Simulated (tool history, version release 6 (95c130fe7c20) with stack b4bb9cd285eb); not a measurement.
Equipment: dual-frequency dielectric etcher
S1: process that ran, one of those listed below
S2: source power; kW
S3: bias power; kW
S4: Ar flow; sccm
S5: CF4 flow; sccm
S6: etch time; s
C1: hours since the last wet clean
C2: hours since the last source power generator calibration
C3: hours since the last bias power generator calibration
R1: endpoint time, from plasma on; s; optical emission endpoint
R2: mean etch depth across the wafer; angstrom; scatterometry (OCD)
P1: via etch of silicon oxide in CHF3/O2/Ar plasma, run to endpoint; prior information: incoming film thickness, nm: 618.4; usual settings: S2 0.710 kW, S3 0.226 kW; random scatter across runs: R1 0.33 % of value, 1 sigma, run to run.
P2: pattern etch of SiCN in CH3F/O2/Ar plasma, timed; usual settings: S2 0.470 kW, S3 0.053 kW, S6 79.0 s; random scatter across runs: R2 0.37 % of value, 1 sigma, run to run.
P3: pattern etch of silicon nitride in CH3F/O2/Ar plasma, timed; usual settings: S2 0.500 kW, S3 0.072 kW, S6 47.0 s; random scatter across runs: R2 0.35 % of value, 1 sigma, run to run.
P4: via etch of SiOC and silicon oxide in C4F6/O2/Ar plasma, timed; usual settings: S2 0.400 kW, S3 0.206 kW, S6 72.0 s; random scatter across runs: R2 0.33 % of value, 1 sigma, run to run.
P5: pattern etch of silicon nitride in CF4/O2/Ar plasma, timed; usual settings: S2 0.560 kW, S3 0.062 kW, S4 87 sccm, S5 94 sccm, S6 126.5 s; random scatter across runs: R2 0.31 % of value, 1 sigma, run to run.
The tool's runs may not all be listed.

run,day,S1,S2,S3,S4,S5,S6,C1,C2,C3,R1,R2
1,0.179,P1,0.710,0.226,,,,106.7,1757.4,721.8,277.69,
2,0.292,P5,0.560,0.062,87,94,126.5,109.4,1760.1,724.5,,2964.20
3,0.471,P5,0.560,0.062,51,94,126.5,113.7,1764.4,728.8,,3111.90
4,0.571,P1,0.710,0.277,,,,116.1,1766.8,731.2,258.80,
5,0.675,P4,0.400,0.206,,,72.0,118.6,1769.3,733.7,,839.88
6,0.762,P1,0.580,0.294,,,,120.7,1771.4,735.8,272.89,
7,0.929,P4,0.400,0.165,,,72.0,124.7,1775.4,739.8,,784.12
8,1.025,P2,0.470,0.053,,,79.0,127.0,1777.7,742.1,,286.30
9,1.179,P4,0.400,0.206,,,72.0,130.7,1781.4,745.8,,838.70
10,1.354,P1,0.880,0.226,,,,134.9,1785.6,750.0,256.25,
11,1.500,P1,0.710,0.226,,,,138.4,1789.1,753.5,279.56,
12,1.600,P1,0.710,0.226,,,,140.8,1791.5,755.9,277.33,
13,1.733,P2,0.310,0.053,,,79.0,144.0,1794.7,759.1,,242.53
14,1.875,P1,0.540,0.226,,,,147.4,1798.1,762.5,306.40,
15,2.017,P1,0.710,0.143,,,,150.8,1801.5,765.9,323.16,
16,2.212,P5,0.560,0.082,87,94,126.5,155.5,1806.2,770.6,,3287.60
17,2.312,P5,0.560,0.062,87,133,126.5,157.9,1808.6,773.0,,3087.40
18,2.425,P3,0.350,0.072,,,47.0,160.6,1811.3,775.7,,326.58
# day 2.458: wet clean of the chamber
19,2.579,P1,0.710,0.226,,,,3.0,1815.0,779.4,277.94,
20,2.708,P1,0.710,0.226,,,,6.1,1818.1,782.5,278.76,
21,2.808,P4,0.310,0.206,,,72.0,8.5,1820.5,784.9,,760.70
22,2.900,P5,0.560,0.062,87,94,126.5,10.7,1822.7,787.1,,2963.90
23,3.054,P1,0.710,0.226,,,,14.4,1826.4,790.8,277.47,
24,3.167,P1,0.940,0.169,,,,17.1,1829.1,793.5,276.48,
25,3.275,P4,0.400,0.206,,,107.0,19.7,1831.7,796.1,,1249.20
26,3.383,P5,0.360,0.062,87,94,126.5,22.3,1834.3,798.7,,2010.90
27,3.525,P2,0.470,0.053,,,43.5,25.7,1837.7,802.1,,157.13
28,3.704,P1,0.590,0.270,,,,30.0,1842.0,806.4,279.65,
29,3.846,P2,0.470,0.053,,,79.0,33.4,1845.4,809.8,,285.41
30,3.979,P3,0.500,0.042,,,47.0,36.6,1848.6,813.0,,312.78
31,4.088,P3,0.500,0.072,,,47.0,39.2,1851.2,815.6,,373.04
32,4.204,P5,0.560,0.062,87,94,72.0,42.0,1854.0,818.4,,1688.80
33,4.296,P1,0.710,0.226,,,,44.2,1856.2,820.6,276.40,
34,4.488,P3,0.500,0.072,,,33.0,48.8,1860.8,825.2,,261.14
35,4.629,P2,0.470,0.070,,,79.0,52.2,1864.2,828.6,,313.96
36,4.738,P1,0.710,0.226,,,,54.8,1866.8,831.2,277.29,
37,4.921,P1,0.710,0.226,,,,59.2,1871.2,835.6,274.31,
38,5.079,P1,0.710,0.226,,,,63.0,1875.0,839.4,274.23,
# day 5.208: wet clean of the chamber
39,5.262,P1,0.710,0.226,,,,1.4,1879.4,843.8,271.56,
40,5.417,P1,0.710,0.226,,,,5.1,1883.1,847.5,272.62,
41,5.617,P1,0.710,0.226,,,,9.9,1887.9,852.3,271.52,
42,5.712,P1,0.710,0.226,,,,12.2,1890.2,854.6,273.34,

Something has made what P1 gives creep away from where it was; the 2 causes below, each at its own stated size, fit the log equally well:
A: bias power that arrives over what is set, % = 4.8
B: source power that arrives over what is set, % = 4.41
Onset of the creep was near day 4.738.
Every other cause this tool's parts could produce, and why it does not fit the log:
chamber walls in a state that raises the etch rate, %: serviced at day 5.208, which brought nothing back

Of the 4 check runs below, each run on 2 wafers with the results averaged and each result still a question mark, which one would tell the listed causes apart?
check 1,5.808,P4,0.400,0.165,,,72.0,,,,,?
check 2,5.808,P5,0.560,0.062,87,128,126.5,,,,,?
check 3,5.808,P3,0.430,0.045,,,47.0,,,,,?
check 4,5.808,P2,0.330,0.053,,,46.0,,,,,?

What every check run would give for each of its results, assuming each possible cause in turn:
check,result,if A,if B
check 1,R2,792.02,793.54
check 2,R2,3109.50,3172.90
check 3,R2,305.98,306.82
check 4,R2,147.74,147.85
Separation of the two closest causes in each check, using whichever result separates them best: check 1 0.19 %; check 2 2.02 %; check 3 0.27 %; check 4 0.07 %
Check 2 distinguishes between the causes, while the remaining checks would return nearly the same result for all of them.

Check 2 was then run and gave: R2 3159.20 angstrom. Which cause is it?

Of the candidate causes, it is B: source power that arrives over what is set, %.

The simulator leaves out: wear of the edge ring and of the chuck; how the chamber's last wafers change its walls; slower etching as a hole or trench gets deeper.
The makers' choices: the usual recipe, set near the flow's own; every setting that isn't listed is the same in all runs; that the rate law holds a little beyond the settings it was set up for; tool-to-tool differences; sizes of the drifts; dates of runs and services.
